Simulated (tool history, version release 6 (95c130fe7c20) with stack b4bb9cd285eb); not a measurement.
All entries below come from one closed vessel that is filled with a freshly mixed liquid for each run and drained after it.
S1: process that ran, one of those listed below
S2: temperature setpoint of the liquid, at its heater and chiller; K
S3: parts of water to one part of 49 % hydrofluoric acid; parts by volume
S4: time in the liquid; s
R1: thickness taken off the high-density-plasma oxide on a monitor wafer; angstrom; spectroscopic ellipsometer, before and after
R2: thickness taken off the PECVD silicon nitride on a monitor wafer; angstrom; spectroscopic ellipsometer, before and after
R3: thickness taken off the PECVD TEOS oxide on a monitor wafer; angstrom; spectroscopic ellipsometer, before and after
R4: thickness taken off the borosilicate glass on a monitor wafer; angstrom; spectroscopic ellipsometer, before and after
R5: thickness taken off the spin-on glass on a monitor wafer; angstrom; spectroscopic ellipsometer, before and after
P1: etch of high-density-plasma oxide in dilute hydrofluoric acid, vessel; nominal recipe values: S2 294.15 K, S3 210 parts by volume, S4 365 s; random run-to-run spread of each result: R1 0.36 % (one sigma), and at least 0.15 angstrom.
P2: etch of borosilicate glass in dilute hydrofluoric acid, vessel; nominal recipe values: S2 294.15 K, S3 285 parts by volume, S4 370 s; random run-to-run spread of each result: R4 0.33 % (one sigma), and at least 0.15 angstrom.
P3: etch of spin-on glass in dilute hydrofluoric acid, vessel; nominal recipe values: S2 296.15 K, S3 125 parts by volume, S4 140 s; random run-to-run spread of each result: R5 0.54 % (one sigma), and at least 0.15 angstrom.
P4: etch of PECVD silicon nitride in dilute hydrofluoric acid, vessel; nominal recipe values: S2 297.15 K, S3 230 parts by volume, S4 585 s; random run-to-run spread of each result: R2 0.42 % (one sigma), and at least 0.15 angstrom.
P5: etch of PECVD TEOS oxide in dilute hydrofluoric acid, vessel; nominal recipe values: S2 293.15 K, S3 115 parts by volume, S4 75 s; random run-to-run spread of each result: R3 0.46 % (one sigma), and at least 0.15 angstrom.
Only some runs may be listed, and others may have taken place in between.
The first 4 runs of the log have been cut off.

run	hour	S1	S2	S3	S4	R1	R2	R3	R4	R5
5	61.3	P5	293.15	115	75			109.57		
6	72.5	P2	294.15	285	650				334.65	
# hour 81.7: thermometer replaced
7	83.9	P3	296.15	125	30					56.578
8	98.4	P4	297.15	230	585		60.73			
9	111.9	P3	296.15	200	140					151.17
10	120.6	P1	294.15	340	365	50.537				
11	127.3	P1	290.65	210	365	80.823				
12	136.6	P2	294.15	285	370				191.46	
13	144.9	P1	294.15	210	365	92.354				
14	152.1	P1	294.15	210	630	159.17				
15	160.7	P2	298.15	285	370				219.81	
16	174	P5	299.65	115	75			142.12		
17	182.7	P1	294.15	210	365	92.368				
18	192.2	P1	294.15	325	575	85.237				
19	205.6	P5	293.15	115	40			58.476		
20	217.2	P5	293.15	205	75			55.986		
21	228.3	P2	294.15	135	370				467.12	

What will run 22 give?
22	241.9	P1	294.15	210	65	?				

Run 22 produced R1 16.508 angstrom.
